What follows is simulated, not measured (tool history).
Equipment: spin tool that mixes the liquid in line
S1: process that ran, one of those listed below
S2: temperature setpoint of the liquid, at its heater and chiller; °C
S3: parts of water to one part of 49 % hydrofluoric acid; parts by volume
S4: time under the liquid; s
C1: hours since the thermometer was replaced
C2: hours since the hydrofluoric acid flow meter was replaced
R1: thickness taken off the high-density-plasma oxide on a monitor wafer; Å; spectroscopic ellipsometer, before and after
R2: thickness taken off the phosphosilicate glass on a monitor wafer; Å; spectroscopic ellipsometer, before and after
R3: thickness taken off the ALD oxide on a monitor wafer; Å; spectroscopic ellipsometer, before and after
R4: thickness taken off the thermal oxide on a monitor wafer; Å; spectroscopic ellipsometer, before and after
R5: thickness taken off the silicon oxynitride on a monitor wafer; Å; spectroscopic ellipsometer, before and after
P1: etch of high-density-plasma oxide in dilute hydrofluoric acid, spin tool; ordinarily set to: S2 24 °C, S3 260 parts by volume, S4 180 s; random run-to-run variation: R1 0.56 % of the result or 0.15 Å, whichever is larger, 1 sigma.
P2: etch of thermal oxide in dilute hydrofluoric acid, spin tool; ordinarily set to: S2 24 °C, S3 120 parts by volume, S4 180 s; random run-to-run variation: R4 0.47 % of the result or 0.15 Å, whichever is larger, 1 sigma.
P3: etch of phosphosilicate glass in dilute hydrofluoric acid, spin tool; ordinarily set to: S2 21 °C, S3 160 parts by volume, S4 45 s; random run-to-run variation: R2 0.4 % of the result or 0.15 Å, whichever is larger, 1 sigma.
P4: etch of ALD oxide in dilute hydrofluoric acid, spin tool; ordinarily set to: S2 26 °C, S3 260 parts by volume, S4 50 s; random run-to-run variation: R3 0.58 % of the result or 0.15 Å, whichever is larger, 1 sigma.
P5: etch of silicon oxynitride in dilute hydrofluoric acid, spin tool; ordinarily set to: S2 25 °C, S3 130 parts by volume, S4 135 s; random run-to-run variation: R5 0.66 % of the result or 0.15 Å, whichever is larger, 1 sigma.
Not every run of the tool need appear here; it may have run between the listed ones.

Run 1, hour 7.8: S1 P1, S2 24 °C, S3 260 parts by volume, S4 180 s; C1 1180.1; C2 710.5. Result: R1 37.006 Å.
Run 2, hour 15.9: S1 P1, S2 24 °C, S3 260 parts by volume, S4 35 s; C1 1188.2; C2 718.6. Result: R1 7.1322 Å.
Run 3, hour 28.4: S1 P1, S2 31.5 °C, S3 260 parts by volume, S4 15 s; C1 1200.7; C2 731.1. Result: R1 4.131 Å.
Run 4, hour 38.3: S1 P1, S2 24 °C, S3 260 parts by volume, S4 180 s; C1 1210.6; C2 741. Result: R1 37.122 Å.
Run 5, hour 45.7: S1 P1, S2 24 °C, S3 425 parts by volume, S4 335 s; C1 1218; C2 748.4. Result: R1 36.283 Å.
Run 6, hour 53.3: S1 P1, S2 24 °C, S3 465 parts by volume, S4 180 s; C1 1225.6; C2 756. Result: R1 16.768 Å.
Run 7, hour 65.6: S1 P3, S2 27 °C, S3 160 parts by volume, S4 45 s; C1 1237.9; C2 768.3. Result: R2 270.29 Å.
Run 8, hour 74.6: S1 P1, S2 17 °C, S3 260 parts by volume, S4 180 s; C1 1246.9; C2 777.3. Result: R1 28.728 Å.
Run 9, hour 80.8: S1 P1, S2 29 °C, S3 260 parts by volume, S4 180 s; C1 1253.1; C2 783.5. Result: R1 43.788 Å.
Run 10, hour 94.5: S1 P1, S2 24 °C, S3 260 parts by volume, S4 180 s; C1 1266.8; C2 797.2. Result: R1 37.15 Å.
Run 11, hour 102.4: S1 P3, S2 21 °C, S3 275 parts by volume, S4 45 s; C1 1274.7; C2 805.1. Result: R2 112.36 Å.
Run 12, hour 116.5: S1 P4, S2 26 °C, S3 85 parts by volume, S4 50 s; C1 1288.8; C2 819.2. Result: R3 172.49 Å.
Run 13, hour 123.9: S1 P4, S2 26 °C, S3 260 parts by volume, S4 80 s; C1 1296.2; C2 826.6. Result: R3 73.659 Å.
Run 14, hour 137.3: S1 P3, S2 21 °C, S3 160 parts by volume, S4 45 s; C1 1309.6; C2 840. Result: R2 215.23 Å.
Run 15, hour 146.6: S1 P1, S2 24 °C, S3 260 parts by volume, S4 180 s; C1 1318.9; C2 849.3. Result: R1 37.078 Å.
Run 16, hour 159.6: S1 P2, S2 31 °C, S3 120 parts by volume, S4 180 s; C1 1331.9; C2 862.3. Result: R4 91.181 Å.
Run 17, hour 168: S1 P5, S2 25 °C, S3 130 parts by volume, S4 135 s; C1 1340.3; C2 870.7. Result: R5 40.701 Å.
Run 18, hour 176.1: S1 P1, S2 24 °C, S3 70 parts by volume, S4 180 s; C1 1348.4; C2 878.8. Result: R1 173.22 Å.
Run 19, hour 187.6: S1 P1, S2 24 °C, S3 260 parts by volume, S4 180 s; C1 1359.9; C2 890.3. Result: R1 37.36 Å.
Run 20, hour 197.7: S1 P3, S2 21 °C, S3 160 parts by volume, S4 75 s; C1 1370; C2 900.4. Result: R2 356.44 Å.
Run 21, hour 210.6: S1 P1, S2 24 °C, S3 260 parts by volume, S4 270 s; C1 1382.9; C2 913.3. Result: R1 55.956 Å.
Run 22, hour 224: S1 P3, S2 21 °C, S3 160 parts by volume, S4 45 s; C1 1396.3; C2 926.7. Result: R2 215.44 Å.
Run 23, hour 231.3: S1 P5, S2 17.5 °C, S3 130 parts by volume, S4 135 s; C1 1403.6; C2 934. Result: R5 28.12 Å.
Run 24, hour 242.3: S1 P2, S2 24 °C, S3 75 parts by volume, S4 180 s; C1 1414.6; C2 945. Result: R4 118.47 Å.
Run 25, hour 254.9: S1 P5, S2 25 °C, S3 130 parts by volume, S4 245 s; C1 1427.2; C2 957.6. Result: R5 72.929 Å.
Run 26, hour 268.4: S1 P2, S2 24 °C, S3 120 parts by volume, S4 15 s; C1 1440.7; C2 971.1. Result: R4 6.0148 Å.
Run 27, hour 280.1: S1 P5, S2 25 °C, S3 55 parts by volume, S4 135 s; C1 1452.4; C2 982.8. Result: R5 100.52 Å.
Run 28, hour 290.5: S1 P4, S2 21 °C, S3 260 parts by volume, S4 50 s; C1 1462.8; C2 993.2. Result: R3 38.526 Å.
Run 29, hour 297.1: S1 P2, S2 24 °C, S3 120 parts by volume, S4 180 s; C1 1469.4; C2 999.8. Result: R4 70.202 Å.
Run 30, hour 307.6: S1 P4, S2 26 °C, S3 260 parts by volume, S4 50 s; C1 1479.9; C2 1010.3. Result: R3 46.042 Å.
Run 31, hour 321.4: S1 P1, S2 24 °C, S3 260 parts by volume, S4 180 s; C1 1493.7; C2 1024.1. Result: R1 37.206 Å.
Run 32, hour 331.8: S1 P1, S2 24 °C, S3 260 parts by volume, S4 180 s; C1 1504.1; C2 1034.5. Result: R1 37.503 Å.
Run 33, hour 344.5: S1 P1, S2 24 °C, S3 260 parts by volume, S4 180 s; C1 1516.8; C2 1047.2. Result: R1 37.427 Å.
Run 34, hour 353.2: S1 P1, S2 24 °C, S3 260 parts by volume, S4 180 s; C1 1525.5; C2 1055.9. Result: R1 38.045 Å.
Run 35, hour 363.3: S1 P1, S2 24 °C, S3 260 parts by volume, S4 180 s; C1 1535.6; C2 1066. Result: R1 39.127 Å.
Run 36, hour 373.1: S1 P1, S2 24 °C, S3 260 parts by volume, S4 180 s; C1 1545.4; C2 1075.8. Result: R1 38.946 Å.

The next listed run, before its measurement:
Run 37, hour 386.5: S1 P1, S2 24 °C, S3 260 parts by volume, S4 180 s; C1 1558.8; C2 1089.2. Result: R1 ?.

Logged for run 37: R1 39.359 Å.
